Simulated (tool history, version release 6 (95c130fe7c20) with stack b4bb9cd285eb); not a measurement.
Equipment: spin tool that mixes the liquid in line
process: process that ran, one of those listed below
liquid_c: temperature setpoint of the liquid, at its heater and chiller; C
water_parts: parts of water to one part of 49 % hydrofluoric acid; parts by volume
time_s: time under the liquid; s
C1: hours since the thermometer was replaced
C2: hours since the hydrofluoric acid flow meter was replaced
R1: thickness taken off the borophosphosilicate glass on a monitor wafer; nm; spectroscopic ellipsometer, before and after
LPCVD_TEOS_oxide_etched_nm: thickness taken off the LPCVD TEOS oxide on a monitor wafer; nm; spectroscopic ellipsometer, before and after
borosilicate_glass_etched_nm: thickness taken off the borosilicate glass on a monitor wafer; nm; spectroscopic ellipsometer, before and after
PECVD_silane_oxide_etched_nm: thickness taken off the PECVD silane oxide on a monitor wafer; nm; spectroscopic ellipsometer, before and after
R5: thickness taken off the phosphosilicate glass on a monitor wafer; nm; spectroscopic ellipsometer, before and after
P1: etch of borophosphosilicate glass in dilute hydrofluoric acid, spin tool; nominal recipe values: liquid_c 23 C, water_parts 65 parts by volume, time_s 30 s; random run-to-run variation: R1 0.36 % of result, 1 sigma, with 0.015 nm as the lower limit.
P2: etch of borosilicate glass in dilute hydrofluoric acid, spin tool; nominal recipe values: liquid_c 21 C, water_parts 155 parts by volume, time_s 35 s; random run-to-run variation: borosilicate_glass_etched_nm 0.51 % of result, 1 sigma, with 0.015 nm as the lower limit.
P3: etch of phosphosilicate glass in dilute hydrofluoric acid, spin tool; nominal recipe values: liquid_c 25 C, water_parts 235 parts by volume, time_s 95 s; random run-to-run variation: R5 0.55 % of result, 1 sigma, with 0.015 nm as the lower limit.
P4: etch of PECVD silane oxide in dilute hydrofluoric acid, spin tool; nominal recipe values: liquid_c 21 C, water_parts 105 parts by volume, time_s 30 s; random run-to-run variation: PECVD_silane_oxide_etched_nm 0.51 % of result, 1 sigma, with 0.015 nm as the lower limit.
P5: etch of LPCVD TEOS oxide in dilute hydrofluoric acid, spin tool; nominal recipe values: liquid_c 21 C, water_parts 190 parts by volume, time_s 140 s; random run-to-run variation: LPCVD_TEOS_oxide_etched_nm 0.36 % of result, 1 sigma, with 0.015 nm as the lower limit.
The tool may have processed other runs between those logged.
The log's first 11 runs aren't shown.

run 12 day=5.262 | process=P1 liquid_c=23 water_parts=65 time_s=30 | C1=330.7 C2=560.1 | R1=18.311
run 13 day=5.683 | process=P1 liquid_c=23 water_parts=25 time_s=30 | C1=340.8 C2=570.2 | R1=50.283
run 14 day=6.208 | process=P1 liquid_c=23 water_parts=65 time_s=15 | C1=353.4 C2=582.8 | R1=9.1972
run 15 day=6.692 | process=P1 liquid_c=23 water_parts=65 time_s=30 | C1=365 C2=594.4 | R1=18.364
run 16 day=7.142 | process=P1 liquid_c=23 water_parts=105 time_s=30 | C1=375.8 C2=605.2 | R1=10.832
run 17 day=7.754 | process=P1 liquid_c=23 water_parts=65 time_s=30 | C1=390.5 C2=619.9 | R1=18.354
run 18 day=8.342 | process=P3 liquid_c=19.5 water_parts=235 time_s=95 | C1=404.6 C2=634 | R5=17.522
run 19 day=8.754 | process=P4 liquid_c=21 water_parts=45 time_s=30 | C1=414.5 C2=643.9 | PECVD_silane_oxide_etched_nm=32.251
run 20 day=9.354 | process=P4 liquid_c=21 water_parts=105 time_s=60 | C1=428.9 C2=658.3 | PECVD_silane_oxide_etched_nm=25.904
run 21 day=9.788 | process=P3 liquid_c=25 water_parts=395 time_s=95 | C1=439.3 C2=668.7 | R5=10.842
run 22 day=10.15 | process=P2 liquid_c=21 water_parts=155 time_s=35 | C1=448 C2=677.4 | borosilicate_glass_etched_nm=9.3997
run 23 day=10.558 | process=P1 liquid_c=23 water_parts=65 time_s=30 | C1=457.8 C2=687.2 | R1=18.235
run 24 day=10.992 | process=P4 liquid_c=21 water_parts=105 time_s=30 | C1=468.2 C2=697.6 | PECVD_silane_oxide_etched_nm=12.946
run 25 day=11.267 | process=P5 liquid_c=25 water_parts=190 time_s=140 | C1=474.8 C2=704.2 | LPCVD_TEOS_oxide_etched_nm=14.076
run 26 day=11.796 | process=P3 liquid_c=25 water_parts=235 time_s=95 | C1=487.5 C2=716.9 | R5=21.509
run 27 day=12.092 | process=P2 liquid_c=17 water_parts=155 time_s=35 | C1=494.6 C2=724 | borosilicate_glass_etched_nm=8.0534
run 28 day=12.617 | process=P3 liquid_c=25 water_parts=235 time_s=20 | C1=507.2 C2=736.6 | R5=4.5255
run 29 day=13.154 | process=P1 liquid_c=23 water_parts=65 time_s=30 | C1=520.1 C2=749.5 | R1=18.338

Run 30 has not been measured yet. What should we expect?
run 30 day=13.654 | process=P1 liquid_c=31.5 water_parts=65 time_s=30 | C1=532.1 C2=761.5 | R1=?

R1: 25.744 nm

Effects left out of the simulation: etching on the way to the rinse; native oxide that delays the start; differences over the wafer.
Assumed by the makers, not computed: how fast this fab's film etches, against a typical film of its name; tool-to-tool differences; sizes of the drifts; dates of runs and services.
